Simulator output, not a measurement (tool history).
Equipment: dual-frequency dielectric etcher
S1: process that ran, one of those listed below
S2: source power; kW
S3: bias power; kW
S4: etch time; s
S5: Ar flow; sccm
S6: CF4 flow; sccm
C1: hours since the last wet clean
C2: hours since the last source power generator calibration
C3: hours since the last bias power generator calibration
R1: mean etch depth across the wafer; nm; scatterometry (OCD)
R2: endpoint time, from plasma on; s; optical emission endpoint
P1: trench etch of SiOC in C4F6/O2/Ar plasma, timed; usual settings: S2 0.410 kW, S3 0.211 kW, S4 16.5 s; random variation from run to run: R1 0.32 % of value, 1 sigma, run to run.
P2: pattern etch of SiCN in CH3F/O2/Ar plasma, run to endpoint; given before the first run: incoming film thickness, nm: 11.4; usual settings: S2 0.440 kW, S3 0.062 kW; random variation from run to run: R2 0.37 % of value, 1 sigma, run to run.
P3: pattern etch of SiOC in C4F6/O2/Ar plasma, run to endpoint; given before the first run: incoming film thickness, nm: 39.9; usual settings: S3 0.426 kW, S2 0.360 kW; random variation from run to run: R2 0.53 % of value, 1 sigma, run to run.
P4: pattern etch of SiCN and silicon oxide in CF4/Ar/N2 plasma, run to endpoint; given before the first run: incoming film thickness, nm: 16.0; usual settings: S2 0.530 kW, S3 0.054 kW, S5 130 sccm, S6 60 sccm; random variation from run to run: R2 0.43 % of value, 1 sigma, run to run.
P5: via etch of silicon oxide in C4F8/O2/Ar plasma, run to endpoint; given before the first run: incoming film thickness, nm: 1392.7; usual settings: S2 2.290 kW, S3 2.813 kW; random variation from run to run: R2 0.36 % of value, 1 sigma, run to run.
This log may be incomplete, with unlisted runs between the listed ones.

{"run": 1, "hour": 9.6, "S1": "P1", "S2": 0.41, "S3": 0.211, "S4": 16.5, "C1": 234.0, "C2": 703.2, "C3": 2148.6, "R1": 35.812}
{"run": 2, "hour": 17.8, "S1": "P1", "S2": 0.5, "S3": 0.211, "S4": 16.5, "C1": 242.2, "C2": 711.4, "C3": 2156.8, "R1": 38.87}
{"run": 3, "hour": 25.0, "S1": "P1", "S2": 0.41, "S3": 0.152, "S4": 16.5, "C1": 249.4, "C2": 718.6, "C3": 2164.0, "R1": 32.316}
{"run": 4, "hour": 36.1, "S1": "P3", "S2": 0.36, "S3": 0.426, "C1": 260.5, "C2": 729.7, "C3": 2175.1, "R2": 14.792}
{"run": 5, "hour": 41.2, "S1": "P3", "S2": 0.36, "S3": 0.275, "C1": 265.6, "C2": 734.8, "C3": 2180.2, "R2": 17.39}
{"run": 6, "hour": 48.3, "S1": "P1", "S2": 0.41, "S3": 0.299, "S4": 16.5, "C1": 272.7, "C2": 741.9, "C3": 2187.3, "R1": 40.259}
{"run": 7, "hour": 53.5, "S1": "P3", "S2": 0.36, "S3": 0.426, "C1": 277.9, "C2": 747.1, "C3": 2192.5, "R2": 14.825}
{"run": 8, "hour": 64.5, "S1": "P1", "S2": 0.41, "S3": 0.211, "S4": 9.0, "C1": 288.9, "C2": 758.1, "C3": 2203.5, "R1": 19.623}
{"run": 9, "hour": 74.5, "S1": "P1", "S2": 0.41, "S3": 0.211, "S4": 16.5, "C1": 298.9, "C2": 768.1, "C3": 2213.5, "R1": 35.937}
{"run": 10, "hour": 85.4, "S1": "P4", "S2": 0.53, "S3": 0.054, "S5": 130, "S6": 60, "C1": 309.8, "C2": 779.0, "C3": 2224.4, "R2": 19.525}
{"run": 11, "hour": 91.3, "S1": "P1", "S2": 0.29, "S3": 0.211, "S4": 16.5, "C1": 315.7, "C2": 784.9, "C3": 2230.3, "R1": 31.356}
{"run": 12, "hour": 100.7, "S1": "P1", "S2": 0.41, "S3": 0.211, "S4": 16.5, "C1": 325.1, "C2": 794.3, "C3": 2239.7, "R1": 35.66}
{"run": 13, "hour": 106.5, "S1": "P2", "S2": 0.61, "S3": 0.062, "C1": 330.9, "C2": 800.1, "C3": 2245.5, "R2": 27.137}
{"run": 14, "hour": 112.1, "S1": "P4", "S2": 0.53, "S3": 0.054, "S5": 130, "S6": 60, "C1": 336.5, "C2": 805.7, "C3": 2251.1, "R2": 19.576}
{"run": 15, "hour": 120.4, "S1": "P5", "S2": 3.08, "S3": 2.813, "C1": 344.8, "C2": 814.0, "C3": 2259.4, "R2": 210.07}
{"run": 16, "hour": 126.0, "S1": "P1", "S2": 0.41, "S3": 0.211, "S4": 16.5, "C1": 350.4, "C2": 819.6, "C3": 2265.0, "R1": 36.011}
{"run": 17, "hour": 136.9, "S1": "P4", "S2": 0.53, "S3": 0.054, "S5": 77, "S6": 60, "C1": 361.3, "C2": 830.5, "C3": 2275.9, "R2": 17.896}
{"run": 18, "hour": 146.9, "S1": "P4", "S2": 0.35, "S3": 0.054, "S5": 130, "S6": 60, "C1": 371.3, "C2": 840.5, "C3": 2285.9, "R2": 28.018}
{"run": 19, "hour": 152.3, "S1": "P1", "S2": 0.56, "S3": 0.211, "S4": 10.5, "C1": 376.7, "C2": 845.9, "C3": 2291.3, "R1": 25.838}
{"run": 20, "hour": 160.9, "S1": "P3", "S2": 0.5, "S3": 0.426, "C1": 385.3, "C2": 854.5, "C3": 2299.9, "R2": 13.115}
{"run": 21, "hour": 169.7, "S1": "P1", "S2": 0.41, "S3": 0.211, "S4": 24.0, "C1": 394.1, "C2": 863.3, "C3": 2308.7, "R1": 52.248}
{"run": 22, "hour": 180.2, "S1": "P2", "S2": 0.44, "S3": 0.075, "C1": 404.6, "C2": 873.8, "C3": 2319.2, "R2": 28.734}
{"run": 23, "hour": 190.5, "S1": "P5", "S2": 2.29, "S3": 2.813, "C1": 414.9, "C2": 884.1, "C3": 2329.5, "R2": 236.64}
{"run": 24, "hour": 196.1, "S1": "P1", "S2": 0.41, "S3": 0.211, "S4": 16.5, "C1": 420.5, "C2": 889.7, "C3": 2335.1, "R1": 35.902}
{"hour": 200.3, "done": "bias power generator calibrated"}
{"run": 25, "hour": 202.8, "S1": "P2", "S2": 0.44, "S3": 0.062, "C1": 427.2, "C2": 896.4, "C3": 2.6, "R2": 30.678}
{"run": 26, "hour": 210.3, "S1": "P5", "S2": 2.29, "S3": 3.937, "C1": 434.7, "C2": 903.9, "C3": 10.1, "R2": 212.7}
{"run": 27, "hour": 217.1, "S1": "P4", "S2": 0.53, "S3": 0.054, "S5": 130, "S6": 80, "C1": 441.5, "C2": 910.7, "C3": 16.9, "R2": 18.613}
{"run": 28, "hour": 225.2, "S1": "P4", "S2": 0.53, "S3": 0.069, "S5": 130, "S6": 60, "C1": 449.6, "C2": 918.8, "C3": 25.0, "R2": 18.03}
{"run": 29, "hour": 234.6, "S1": "P1", "S2": 0.41, "S3": 0.211, "S4": 16.5, "C1": 459.0, "C2": 928.2, "C3": 34.4, "R1": 36.055}
{"run": 30, "hour": 244.5, "S1": "P1", "S2": 0.41, "S3": 0.211, "S4": 16.5, "C1": 468.9, "C2": 938.1, "C3": 44.3, "R1": 36.151}
{"run": 31, "hour": 252.2, "S1": "P1", "S2": 0.41, "S3": 0.211, "S4": 16.5, "C1": 476.6, "C2": 945.8, "C3": 52.0, "R1": 36.043}
{"run": 32, "hour": 259.0, "S1": "P1", "S2": 0.41, "S3": 0.211, "S4": 16.5, "C1": 483.4, "C2": 952.6, "C3": 58.8, "R1": 36.253}
{"run": 33, "hour": 268.3, "S1": "P1", "S2": 0.41, "S3": 0.211, "S4": 16.5, "C1": 492.7, "C2": 961.9, "C3": 68.1, "R1": 36.461}
{"run": 34, "hour": 273.4, "S1": "P1", "S2": 0.41, "S3": 0.211, "S4": 16.5, "C1": 497.8, "C2": 967.0, "C3": 73.2, "R1": 36.572}
{"hour": 276.5, "done": "wet clean of the chamber"}
{"run": 35, "hour": 282.2, "S1": "P1", "S2": 0.41, "S3": 0.211, "S4": 16.5, "C1": 5.8, "C2": 975.8, "C3": 82.0, "R1": 36.383}
{"run": 36, "hour": 287.8, "S1": "P1", "S2": 0.41, "S3": 0.211, "S4": 16.5, "C1": 11.4, "C2": 981.4, "C3": 87.6, "R1": 36.424}
{"run": 37, "hour": 292.8, "S1": "P1", "S2": 0.41, "S3": 0.211, "S4": 16.5, "C1": 16.4, "C2": 986.4, "C3": 92.6, "R1": 36.548}
{"run": 38, "hour": 298.1, "S1": "P1", "S2": 0.41, "S3": 0.211, "S4": 16.5, "C1": 21.7, "C2": 991.7, "C3": 97.9, "R1": 36.356}
{"run": 39, "hour": 304.0, "S1": "P1", "S2": 0.41, "S3": 0.211, "S4": 16.5, "C1": 27.6, "C2": 997.6, "C3": 103.8, "R1": 36.336}
{"run": 40, "hour": 311.0, "S1": "P1", "S2": 0.41, "S3": 0.211, "S4": 16.5, "C1": 34.6, "C2": 1004.6, "C3": 110.8, "R1": 36.412}

Something has made what P1 gives creep away from where it was; the 2 causes below, each at its own stated size, fit the log equally well:
A: bias power that arrives over what is set, % = 4.97
B: source power that arrives over what is set, % = 4.21
The drift started at roughly hour 234.6.
The rest of the possible causes, and what rules out each one:
chamber walls in a state that raises the etch rate, %: was serviced at hour 276.5, once the creep was under way, yet the earlier output never came back

Which of the check runs below tells the causes apart, meaning the causes would give it clearly different results? Each run uses 3 wafers whose results are averaged, and each result is shown as a question mark.
{"run": "check 1", "hour": 318.0, "S1": "P3", "S2": 0.5, "S3": 0.426, "R2": "?"}
{"run": "check 2", "hour": 318.0, "S1": "P4", "S2": 0.53, "S3": 0.054, "S5": 130, "S6": 79, "R2": "?"}
{"run": "check 3", "hour": 318.0, "S1": "P5", "S2": 2.29, "S3": 3.878, "R2": "?"}
{"run": "check 4", "hour": 318.0, "S1": "P2", "S2": 0.55, "S3": 0.073, "R2": "?"}

What every check run would give for each of its results, assuming each possible cause in turn:
check=check_1 result=R2 if_A=12.882 if_B=12.909
check=check_2 result=R2 if_A=18.331 if_B=17.948
check=check_3 result=R2 if_A=210.200 if_B=210.170
check=check_4 result=R2 if_A=26.192 if_B=26.225
Per check, the gap between the least separated pair of causes, taken in the result that splits them most: check 1 0.21 %; check 2 2.11 %; check 3 0.02 %; check 4 0.13 %
Only check 2 tells the causes apart: in the others they would give nearly the same result.

With check 2 done, the readings were: R2 17.894 s. Identify which of the listed causes applies.

It was cause B: source power that arrives over what is set, %.
